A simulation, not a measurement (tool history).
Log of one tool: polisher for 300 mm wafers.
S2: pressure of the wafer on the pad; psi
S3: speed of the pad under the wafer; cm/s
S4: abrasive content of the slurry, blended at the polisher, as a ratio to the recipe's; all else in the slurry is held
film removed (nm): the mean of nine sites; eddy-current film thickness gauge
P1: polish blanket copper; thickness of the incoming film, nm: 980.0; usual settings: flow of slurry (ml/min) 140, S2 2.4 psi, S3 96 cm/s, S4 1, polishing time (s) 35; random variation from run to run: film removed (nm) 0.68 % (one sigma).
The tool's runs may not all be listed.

Run 1, day 0.367: flow of slurry (ml/min) 140, S2 2.4 psi, S3 96 cm/s, S4 1, polishing time (s) 35. Result: film removed (nm) 72.826.
Run 2, day 0.792: flow of slurry (ml/min) 140, S2 1.6 psi, S3 96 cm/s, S4 1, polishing time (s) 35. Result: film removed (nm) 49.446.
Run 3, day 1.204: flow of slurry (ml/min) 215, S2 2.4 psi, S3 96 cm/s, S4 1, polishing time (s) 35. Result: film removed (nm) 79.547.
Run 4, day 1.562: flow of slurry (ml/min) 140, S2 2.4 psi, S3 96 cm/s, S4 1, polishing time (s) 54. Result: film removed (nm) 113.95.
Run 5, day 2.033: flow of slurry (ml/min) 140, S2 2.4 psi, S3 96 cm/s, S4 1, polishing time (s) 16. Result: film removed (nm) 33.633.
Run 6, day 2.408: flow of slurry (ml/min) 140, S2 2.4 psi, S3 140 cm/s, S4 1, polishing time (s) 35. Result: film removed (nm) 107.13.
Run 7, day 2.883: flow of slurry (ml/min) 140, S2 2.4 psi, S3 96 cm/s, S4 1, polishing time (s) 35. Result: film removed (nm) 73.774.
Run 8, day 3.296: flow of slurry (ml/min) 140, S2 2.4 psi, S3 96 cm/s, S4 1, polishing time (s) 35. Result: film removed (nm) 74.17.
Run 9, day 3.683: flow of slurry (ml/min) 140, S2 2.4 psi, S3 96 cm/s, S4 1, polishing time (s) 35. Result: film removed (nm) 73.772.
Run 10, day 4.142: flow of slurry (ml/min) 195, S2 2.4 psi, S3 146 cm/s, S4 1, polishing time (s) 35. Result: film removed (nm) 118.98.
At day 4.279: slurry nozzle cleaned.
Run 11, day 4.454: flow of slurry (ml/min) 140, S2 2.4 psi, S3 96 cm/s, S4 0.55, polishing time (s) 35. Result: film removed (nm) 66.056.
Run 12, day 4.808: flow of slurry (ml/min) 140, S2 2.4 psi, S3 96 cm/s, S4 1.45, polishing time (s) 35. Result: film removed (nm) 80.155.
Run 13, day 5.071: flow of slurry (ml/min) 140, S2 3.3 psi, S3 96 cm/s, S4 1, polishing time (s) 35. Result: film removed (nm) 103.29.
Run 14, day 5.462: flow of slurry (ml/min) 140, S2 2.4 psi, S3 96 cm/s, S4 1.3, polishing time (s) 48. Result: film removed (nm) 107.12.
Run 15, day 5.812: flow of slurry (ml/min) 140, S2 2.4 psi, S3 44 cm/s, S4 1, polishing time (s) 35. Result: film removed (nm) 33.827.
Run 16, day 6.262: flow of slurry (ml/min) 95, S2 2.4 psi, S3 96 cm/s, S4 1, polishing time (s) 35. Result: film removed (nm) 67.542.
Run 17, day 6.504: flow of slurry (ml/min) 140, S2 2.4 psi, S3 96 cm/s, S4 1, polishing time (s) 35. Result: film removed (nm) 73.964.
Run 18, day 6.775: flow of slurry (ml/min) 140, S2 2.4 psi, S3 96 cm/s, S4 1, polishing time (s) 35. Result: film removed (nm) 73.791.
Run 19, day 7.038: flow of slurry (ml/min) 140, S2 2.4 psi, S3 96 cm/s, S4 1, polishing time (s) 35. Result: film removed (nm) 71.426.
Run 20, day 7.417: flow of slurry (ml/min) 140, S2 2.4 psi, S3 96 cm/s, S4 1, polishing time (s) 35. Result: film removed (nm) 69.867.
Run 21, day 7.762: flow of slurry (ml/min) 140, S2 2.4 psi, S3 96 cm/s, S4 1, polishing time (s) 35. Result: film removed (nm) 68.84.

Forecast run 22:
At day 7.825: slurry blender recalibrated.
Run 22, day 7.996: flow of slurry (ml/min) 140, S2 2.4 psi, S3 96 cm/s, S4 1, polishing time (s) 35. Result: film removed (nm) ?.

Run 22 gave film removed (nm) 69.452.

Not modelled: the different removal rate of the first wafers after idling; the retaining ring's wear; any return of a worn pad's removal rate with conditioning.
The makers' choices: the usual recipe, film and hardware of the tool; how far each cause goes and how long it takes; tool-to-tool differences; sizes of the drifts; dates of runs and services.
